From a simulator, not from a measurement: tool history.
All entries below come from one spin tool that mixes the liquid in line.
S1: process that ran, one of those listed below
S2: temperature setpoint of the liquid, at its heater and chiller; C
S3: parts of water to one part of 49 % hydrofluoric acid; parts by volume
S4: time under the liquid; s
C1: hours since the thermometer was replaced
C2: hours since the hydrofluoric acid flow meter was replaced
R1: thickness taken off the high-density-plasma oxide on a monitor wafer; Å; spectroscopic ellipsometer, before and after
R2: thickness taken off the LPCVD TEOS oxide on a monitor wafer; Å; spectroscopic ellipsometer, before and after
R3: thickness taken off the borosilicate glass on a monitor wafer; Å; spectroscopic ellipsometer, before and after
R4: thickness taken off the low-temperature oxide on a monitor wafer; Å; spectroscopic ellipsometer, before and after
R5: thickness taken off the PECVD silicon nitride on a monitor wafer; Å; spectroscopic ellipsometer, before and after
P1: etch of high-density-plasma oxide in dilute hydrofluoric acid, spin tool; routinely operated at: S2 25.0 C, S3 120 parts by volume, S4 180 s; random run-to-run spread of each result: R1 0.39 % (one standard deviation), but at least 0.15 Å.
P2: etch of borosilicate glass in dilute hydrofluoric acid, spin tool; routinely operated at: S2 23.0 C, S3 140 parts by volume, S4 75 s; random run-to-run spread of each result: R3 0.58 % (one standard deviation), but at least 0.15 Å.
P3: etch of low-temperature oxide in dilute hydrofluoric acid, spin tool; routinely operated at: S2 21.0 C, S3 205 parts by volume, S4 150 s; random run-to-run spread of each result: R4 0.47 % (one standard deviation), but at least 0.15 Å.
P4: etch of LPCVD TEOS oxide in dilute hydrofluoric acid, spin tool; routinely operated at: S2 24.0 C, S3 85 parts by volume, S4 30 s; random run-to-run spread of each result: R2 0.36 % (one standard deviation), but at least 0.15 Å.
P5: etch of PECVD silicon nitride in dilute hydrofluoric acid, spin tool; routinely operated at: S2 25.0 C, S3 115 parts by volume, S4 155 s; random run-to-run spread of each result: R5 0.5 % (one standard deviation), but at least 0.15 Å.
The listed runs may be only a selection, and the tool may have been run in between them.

Run 1, hour 10.3: S1 P1, S2 25.0 C, S3 120 parts by volume, S4 180 s; C1 1817.5; C2 690.4. Result: R1 87.313 Å.
Run 2, hour 23.1: S1 P4, S2 24.0 C, S3 85 parts by volume, S4 60 s; C1 1830.3; C2 703.2. Result: R2 387.84 Å.
Run 3, hour 36.8: S1 P1, S2 25.0 C, S3 120 parts by volume, S4 180 s; C1 1844.0; C2 716.9. Result: R1 86.916 Å.
Run 4, hour 46.5: S1 P2, S2 23.0 C, S3 140 parts by volume, S4 75 s; C1 1853.7; C2 726.6. Result: R3 222.12 Å.
Run 5, hour 54.4: S1 P3, S2 21.0 C, S3 205 parts by volume, S4 150 s; C1 1861.6; C2 734.5. Result: R4 82.832 Å.
Run 6, hour 65.5: S1 P4, S2 24.0 C, S3 145 parts by volume, S4 30 s; C1 1872.7; C2 745.6. Result: R2 105.18 Å.
Run 7, hour 74.2: S1 P1, S2 25.0 C, S3 45 parts by volume, S4 310 s; C1 1881.4; C2 754.3. Result: R1 439.680 Å.
Run 8, hour 87.5: S1 P1, S2 25.0 C, S3 120 parts by volume, S4 70 s; C1 1894.7; C2 767.6. Result: R1 33.944 Å.
Run 9, hour 101.2: S1 P4, S2 29.5 C, S3 85 parts by volume, S4 30 s; C1 1908.4; C2 781.3. Result: R2 240.91 Å.
Run 10, hour 114.4: S1 P4, S2 24.0 C, S3 85 parts by volume, S4 30 s; C1 1921.6; C2 794.5. Result: R2 192.24 Å.
Run 11, hour 124.6: S1 P1, S2 25.0 C, S3 210 parts by volume, S4 180 s; C1 1931.8; C2 804.7. Result: R1 45.009 Å.
Run 12, hour 141.2: S1 P2, S2 23.0 C, S3 65 parts by volume, S4 75 s; C1 1948.4; C2 821.3. Result: R3 524.73 Å.
Run 13, hour 154.2: S1 P2, S2 30.5 C, S3 140 parts by volume, S4 75 s; C1 1961.4; C2 834.3. Result: R3 288.94 Å.
Run 14, hour 167.3: S1 P1, S2 25.0 C, S3 120 parts by volume, S4 180 s; C1 1974.5; C2 847.4. Result: R1 88.054 Å.
Run 15, hour 182.5: S1 P3, S2 27.5 C, S3 205 parts by volume, S4 150 s; C1 1989.7; C2 862.6. Result: R4 105.460 Å.
Run 16, hour 190.4: S1 P2, S2 23.0 C, S3 140 parts by volume, S4 120 s; C1 1997.6; C2 870.5. Result: R3 352.41 Å.
Run 17, hour 200.1: S1 P3, S2 21.0 C, S3 205 parts by volume, S4 25 s; C1 2007.3; C2 880.2. Result: R4 13.519 Å.
Run 18, hour 217.1: S1 P5, S2 32.0 C, S3 115 parts by volume, S4 155 s; C1 2024.3; C2 897.2. Result: R5 113.270 Å.
Run 19, hour 232.2: S1 P1, S2 29.5 C, S3 120 parts by volume, S4 180 s; C1 2039.4; C2 912.3. Result: R1 104.100 Å.
Run 20, hour 248.9: S1 P5, S2 25.0 C, S3 175 parts by volume, S4 155 s; C1 2056.1; C2 929.0. Result: R5 47.794 Å.
Run 21, hour 261.7: S1 P1, S2 25.0 C, S3 120 parts by volume, S4 335 s; C1 2068.9; C2 941.8. Result: R1 161.470 Å.
Run 22, hour 272.1: S1 P3, S2 21.0 C, S3 290 parts by volume, S4 150 s; C1 2079.3; C2 952.2. Result: R4 53.601 Å.
Run 23, hour 285.8: S1 P1, S2 25.0 C, S3 120 parts by volume, S4 180 s; C1 2093.0; C2 965.9. Result: R1 87.634 Å.
Run 24, hour 299.1: S1 P4, S2 24.0 C, S3 85 parts by volume, S4 30 s; C1 2106.3; C2 979.2. Result: R2 193.24 Å.
Run 25, hour 310.2: S1 P1, S2 25.0 C, S3 120 parts by volume, S4 180 s; C1 2117.4; C2 990.3. Result: R1 87.334 Å.
Run 26, hour 318.2: S1 P5, S2 25.0 C, S3 115 parts by volume, S4 155 s; C1 2125.4; C2 998.3. Result: R5 72.896 Å.
Run 27, hour 330.6: S1 P3, S2 21.0 C, S3 205 parts by volume, S4 150 s; C1 2137.8; C2 1010.7. Result: R4 83.019 Å.
Run 28, hour 343.3: S1 P1, S2 30.5 C, S3 120 parts by volume, S4 65 s; C1 2150.5; C2 1023.4. Result: R1 38.436 Å.
Run 29, hour 356.2: S1 P1, S2 25.0 C, S3 25 parts by volume, S4 180 s; C1 2163.4; C2 1036.3. Result: R1 473.000 Å.
Run 30, hour 369.0: S1 P5, S2 25.0 C, S3 115 parts by volume, S4 40 s; C1 2176.2; C2 1049.1. Result: R5 18.876 Å.
Run 31, hour 381.7: S1 P2, S2 23.0 C, S3 140 parts by volume, S4 75 s; C1 2188.9; C2 1061.8. Result: R3 221.78 Å.
Run 32, hour 392.8: S1 P1, S2 18.0 C, S3 120 parts by volume, S4 180 s; C1 2200.0; C2 1072.9. Result: R1 65.373 Å.
Run 33, hour 401.7: S1 P1, S2 25.0 C, S3 120 parts by volume, S4 180 s; C1 2208.9; C2 1081.8. Result: R1 87.237 Å.
Run 34, hour 417.3: S1 P1, S2 25.0 C, S3 120 parts by volume, S4 180 s; C1 2224.5; C2 1097.4. Result: R1 90.300 Å.
Run 35, hour 431.0: S1 P1, S2 25.0 C, S3 120 parts by volume, S4 180 s; C1 2238.2; C2 1111.1. Result: R1 92.383 Å.
Run 36, hour 439.6: S1 P1, S2 25.0 C, S3 120 parts by volume, S4 180 s; C1 2246.8; C2 1119.7. Result: R1 92.903 Å.
Run 37, hour 454.7: S1 P1, S2 25.0 C, S3 120 parts by volume, S4 180 s; C1 2261.9; C2 1134.8. Result: R1 93.145 Å.

Estimate the outcome of run 38 from the log above:
Run 38, hour 469.4: S1 P1, S2 25.0 C, S3 120 parts by volume, S4 180 s; C1 2276.6; C2 1149.5. Result: R1 ?.

{"run 38": {"R1": 94.27}}
